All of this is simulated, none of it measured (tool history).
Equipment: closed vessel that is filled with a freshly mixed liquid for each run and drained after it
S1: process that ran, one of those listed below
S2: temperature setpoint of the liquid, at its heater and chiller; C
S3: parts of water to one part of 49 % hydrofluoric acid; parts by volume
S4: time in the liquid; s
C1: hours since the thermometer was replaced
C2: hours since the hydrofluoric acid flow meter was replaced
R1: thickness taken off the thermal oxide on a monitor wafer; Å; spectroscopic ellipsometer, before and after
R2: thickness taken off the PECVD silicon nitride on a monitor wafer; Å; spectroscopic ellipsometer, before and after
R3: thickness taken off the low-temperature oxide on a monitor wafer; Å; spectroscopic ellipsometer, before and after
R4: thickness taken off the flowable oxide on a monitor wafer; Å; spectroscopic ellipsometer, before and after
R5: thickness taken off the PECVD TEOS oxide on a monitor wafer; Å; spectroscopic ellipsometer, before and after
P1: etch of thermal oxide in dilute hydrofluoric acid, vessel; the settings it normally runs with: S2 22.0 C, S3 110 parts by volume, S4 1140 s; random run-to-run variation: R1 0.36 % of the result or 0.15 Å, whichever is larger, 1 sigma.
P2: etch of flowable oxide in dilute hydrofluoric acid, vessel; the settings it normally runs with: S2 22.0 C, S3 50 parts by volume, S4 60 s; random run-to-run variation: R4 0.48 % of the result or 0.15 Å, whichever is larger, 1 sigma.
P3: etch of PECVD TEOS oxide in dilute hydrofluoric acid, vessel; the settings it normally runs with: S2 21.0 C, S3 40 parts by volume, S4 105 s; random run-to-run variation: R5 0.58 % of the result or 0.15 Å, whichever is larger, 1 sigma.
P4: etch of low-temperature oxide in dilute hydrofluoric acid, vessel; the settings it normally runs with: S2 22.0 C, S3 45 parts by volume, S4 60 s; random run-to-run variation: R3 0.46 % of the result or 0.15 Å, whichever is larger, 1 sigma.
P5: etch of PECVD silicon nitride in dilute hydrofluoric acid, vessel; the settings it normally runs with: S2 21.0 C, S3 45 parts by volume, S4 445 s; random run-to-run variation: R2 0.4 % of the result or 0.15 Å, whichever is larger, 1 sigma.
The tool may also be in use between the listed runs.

run 1 hour=3.5 | S1=P1 S2=22.0 S3=110 S4=1140 | C1=390.5 C2=1015.0 | R1=474.570
run 2 hour=7.7 | S1=P5 S2=17.0 S3=45 S4=445 | C1=394.7 C2=1019.2 | R2=132.12
run 3 hour=11.3 | S1=P1 S2=29.0 S3=110 S4=1835 | C1=398.3 C2=1022.8 | R1=1003.600
-- hour=12.7 hydrofluoric acid flow meter replaced
run 4 hour=14.0 | S1=P1 S2=22.0 S3=110 S4=1140 | C1=401.0 C2=1.4 | R1=475.440
run 5 hour=17.8 | S1=P1 S2=22.0 S3=110 S4=1140 | C1=404.8 C2=5.2 | R1=472.190
run 6 hour=19.8 | S1=P1 S2=22.0 S3=110 S4=190 | C1=406.8 C2=7.2 | R1=79.126
run 7 hour=23.8 | S1=P1 S2=22.0 S3=185 S4=1140 | C1=410.8 C2=11.2 | R1=259.560
run 8 hour=27.7 | S1=P1 S2=29.5 S3=110 S4=1140 | C1=414.7 C2=15.1 | R1=633.140
run 9 hour=30.0 | S1=P1 S2=22.0 S3=110 S4=1140 | C1=417.0 C2=17.4 | R1=475.290
run 10 hour=32.6 | S1=P4 S2=22.0 S3=60 S4=60 | C1=419.6 C2=20.0 | R3=197.76
run 11 hour=35.3 | S1=P4 S2=22.0 S3=45 S4=100 | C1=422.3 C2=22.7 | R3=448.31
run 12 hour=38.6 | S1=P2 S2=22.0 S3=50 S4=30 | C1=425.6 C2=26.0 | R4=257.64
run 13 hour=42.1 | S1=P3 S2=29.0 S3=40 S4=105 | C1=429.1 C2=29.5 | R5=576.28
run 14 hour=45.9 | S1=P1 S2=22.0 S3=25 S4=1985 | C1=432.9 C2=33.3 | R1=4034.900
run 15 hour=49.2 | S1=P2 S2=17.0 S3=50 S4=60 | C1=436.2 C2=36.6 | R4=418.64
run 16 hour=51.9 | S1=P3 S2=21.0 S3=40 S4=105 | C1=438.9 C2=39.3 | R5=417.27
run 17 hour=54.3 | S1=P1 S2=22.0 S3=45 S4=1140 | C1=441.3 C2=41.7 | R1=1253.100
run 18 hour=56.8 | S1=P5 S2=21.0 S3=45 S4=445 | C1=443.8 C2=44.2 | R2=174.02
run 19 hour=59.1 | S1=P3 S2=21.0 S3=40 S4=30 | C1=446.1 C2=46.5 | R5=119.58
run 20 hour=63.0 | S1=P5 S2=21.0 S3=45 S4=445 | C1=450.0 C2=50.4 | R2=175.76
run 21 hour=67.1 | S1=P1 S2=17.0 S3=110 S4=250 | C1=454.1 C2=54.5 | R1=84.762
run 22 hour=70.0 | S1=P1 S2=22.0 S3=110 S4=1140 | C1=457.0 C2=57.4 | R1=473.420
run 23 hour=73.5 | S1=P1 S2=22.0 S3=110 S4=2230 | C1=460.5 C2=60.9 | R1=929.900
run 24 hour=77.2 | S1=P2 S2=22.0 S3=50 S4=60 | C1=464.2 C2=64.6 | R4=518.85
run 25 hour=79.6 | S1=P5 S2=21.0 S3=45 S4=30 | C1=466.6 C2=67.0 | R2=11.96
run 26 hour=83.6 | S1=P4 S2=17.0 S3=45 S4=60 | C1=470.6 C2=71.0 | R3=219.11
run 27 hour=86.9 | S1=P3 S2=21.0 S3=40 S4=105 | C1=473.9 C2=74.3 | R5=413.18
run 28 hour=90.0 | S1=P2 S2=22.0 S3=80 S4=60 | C1=477.0 C2=77.4 | R4=310.19
run 29 hour=94.1 | S1=P4 S2=22.0 S3=45 S4=60 | C1=481.1 C2=81.5 | R3=271.83
run 30 hour=97.6 | S1=P1 S2=17.0 S3=110 S4=1140 | C1=484.6 C2=85.0 | R1=386.300
run 31 hour=101.5 | S1=P5 S2=21.0 S3=25 S4=445 | C1=488.5 C2=88.9 | R2=307.44
run 32 hour=105.3 | S1=P3 S2=21.0 S3=20 S4=105 | C1=492.3 C2=92.7 | R5=850.44
run 33 hour=109.3 | S1=P1 S2=22.0 S3=110 S4=1140 | C1=496.3 C2=96.7 | R1=475.280
run 34 hour=112.0 | S1=P1 S2=22.0 S3=110 S4=1140 | C1=499.0 C2=99.4 | R1=474.090
run 35 hour=115.3 | S1=P1 S2=22.0 S3=110 S4=1140 | C1=502.3 C2=102.7 | R1=497.850
run 36 hour=117.4 | S1=P1 S2=22.0 S3=110 S4=1140 | C1=504.4 C2=104.8 | R1=501.010
run 37 hour=120.2 | S1=P1 S2=22.0 S3=110 S4=1140 | C1=507.2 C2=107.6 | R1=507.750
run 38 hour=123.0 | S1=P1 S2=22.0 S3=110 S4=1140 | C1=510.0 C2=110.4 | R1=512.370
run 39 hour=126.4 | S1=P1 S2=22.0 S3=110 S4=1140 | C1=513.4 C2=113.8 | R1=512.040
run 40 hour=130.2 | S1=P1 S2=22.0 S3=110 S4=1140 | C1=517.2 C2=117.6 | R1=511.790

What P1 gives has crept off from where it sat before. The 2 causes that follow fit the log equally well, each at the size noted:
A: liquid hotter than its thermometer reads (K) = 2.11
B: hydrofluoric acid flow above the setpoint (%) = 7.73
The drift started at roughly hour 112.0.

Which of the 4 check runs listed below separates the causes, so that each cause would produce a clearly different result? Each run uses one wafer, and its results are marked with question marks.
run check 1 hour=134.0 | S1=P5 S2=21.0 S3=30 S4=75 | R2=?
run check 2 hour=134.0 | S1=P2 S2=18.5 S3=50 S4=40 | R4=?
run check 3 hour=134.0 | S1=P4 S2=22.0 S3=45 S4=95 | R3=?
run check 4 hour=134.0 | S1=P3 S2=27.5 S3=40 S4=30 | R5=?

Check results expected under each cause:
check=check_1 result=R2 if_A=50.264 if_B=46.669
check=check_2 result=R4 if_A=324.32 if_B=320.69
check=check_3 result=R3 if_A=468.18 if_B=463.87
check=check_4 result=R5 if_A=168.97 if_B=167.98
Per check, the gap between the least separated pair of causes, taken in the result that splits them most: check 1 7.42 %; check 2 1.13 %; check 3 0.92 %; check 4 0.59 %
Only in check 1 would the causes give clearly different results; in the remaining checks their results would be nearly the same.

Here is what check 1 returned: R2 46.576 Å. Which cause is it?

B is the cause: hydrofluoric acid flow above the setpoint (%).
